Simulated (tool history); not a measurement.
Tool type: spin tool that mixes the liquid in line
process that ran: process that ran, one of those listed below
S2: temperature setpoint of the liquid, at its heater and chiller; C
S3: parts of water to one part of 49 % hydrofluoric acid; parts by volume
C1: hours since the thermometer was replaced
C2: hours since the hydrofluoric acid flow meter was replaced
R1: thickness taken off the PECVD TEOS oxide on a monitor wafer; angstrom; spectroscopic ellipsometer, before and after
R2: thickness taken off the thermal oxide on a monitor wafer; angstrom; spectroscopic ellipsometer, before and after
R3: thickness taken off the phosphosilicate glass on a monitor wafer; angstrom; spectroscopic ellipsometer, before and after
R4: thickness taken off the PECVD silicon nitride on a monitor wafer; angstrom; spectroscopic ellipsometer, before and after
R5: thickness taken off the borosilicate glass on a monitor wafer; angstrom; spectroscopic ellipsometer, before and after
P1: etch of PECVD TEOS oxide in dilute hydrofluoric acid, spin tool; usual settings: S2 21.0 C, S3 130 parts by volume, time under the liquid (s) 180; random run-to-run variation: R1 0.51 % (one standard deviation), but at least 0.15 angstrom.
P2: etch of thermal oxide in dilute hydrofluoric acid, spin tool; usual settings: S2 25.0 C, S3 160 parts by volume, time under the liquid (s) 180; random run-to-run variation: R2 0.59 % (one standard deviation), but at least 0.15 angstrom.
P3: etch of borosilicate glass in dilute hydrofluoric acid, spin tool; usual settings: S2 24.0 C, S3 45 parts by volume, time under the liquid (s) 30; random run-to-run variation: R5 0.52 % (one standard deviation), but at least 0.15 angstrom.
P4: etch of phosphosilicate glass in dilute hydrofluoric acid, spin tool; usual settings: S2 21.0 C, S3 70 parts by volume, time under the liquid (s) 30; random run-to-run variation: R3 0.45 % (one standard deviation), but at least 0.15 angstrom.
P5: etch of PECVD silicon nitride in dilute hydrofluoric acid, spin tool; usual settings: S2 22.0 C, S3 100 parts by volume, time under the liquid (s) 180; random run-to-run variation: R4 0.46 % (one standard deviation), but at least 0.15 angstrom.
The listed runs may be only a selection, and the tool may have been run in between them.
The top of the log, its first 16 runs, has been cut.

Run 17, day 9.388: process that ran P5, S2 22.0 C, S3 100 parts by volume, time under the liquid (s) 15; C1 408.5; C2 1030.0. Result: R4 4.0804 angstrom.
Run 18, day 9.771: process that ran P1, S2 21.0 C, S3 130 parts by volume, time under the liquid (s) 285; C1 417.7; C2 1039.2. Result: R1 245.410 angstrom.
Run 19, day 10.367: process that ran P2, S2 30.5 C, S3 160 parts by volume, time under the liquid (s) 180; C1 432.0; C2 1053.5. Result: R2 66.731 angstrom.
At day 10.521: hydrofluoric acid flow meter replaced.
Run 20, day 10.792: process that ran P3, S2 24.0 C, S3 45 parts by volume, time under the liquid (s) 15; C1 442.2; C2 6.5. Result: R5 70.974 angstrom.
Run 21, day 11.350: process that ran P4, S2 27.5 C, S3 70 parts by volume, time under the liquid (s) 30; C1 455.6; C2 19.9. Result: R3 397.89 angstrom.
Run 22, day 11.950: process that ran P1, S2 21.0 C, S3 200 parts by volume, time under the liquid (s) 180; C1 470.0; C2 34.3. Result: R1 94.263 angstrom.
Run 23, day 12.450: process that ran P1, S2 28.5 C, S3 130 parts by volume, time under the liquid (s) 15; C1 482.0; C2 46.3. Result: R1 17.201 angstrom.
Run 24, day 12.829: process that ran P3, S2 24.0 C, S3 25 parts by volume, time under the liquid (s) 30; C1 491.1; C2 55.4. Result: R5 261.860 angstrom.
Run 25, day 13.571: process that ran P3, S2 29.0 C, S3 45 parts by volume, time under the liquid (s) 30; C1 508.9; C2 73.2. Result: R5 173.710 angstrom.
Run 26, day 13.971: process that ran P1, S2 21.0 C, S3 130 parts by volume, time under the liquid (s) 95; C1 518.5; C2 82.8. Result: R1 81.841 angstrom.

What will run 27 give?
Run 27, day 14.550: process that ran P1, S2 21.0 C, S3 130 parts by volume, time under the liquid (s) 180; C1 532.4; C2 96.7. Result: R1 ?.

R1: 155.190 angstrom

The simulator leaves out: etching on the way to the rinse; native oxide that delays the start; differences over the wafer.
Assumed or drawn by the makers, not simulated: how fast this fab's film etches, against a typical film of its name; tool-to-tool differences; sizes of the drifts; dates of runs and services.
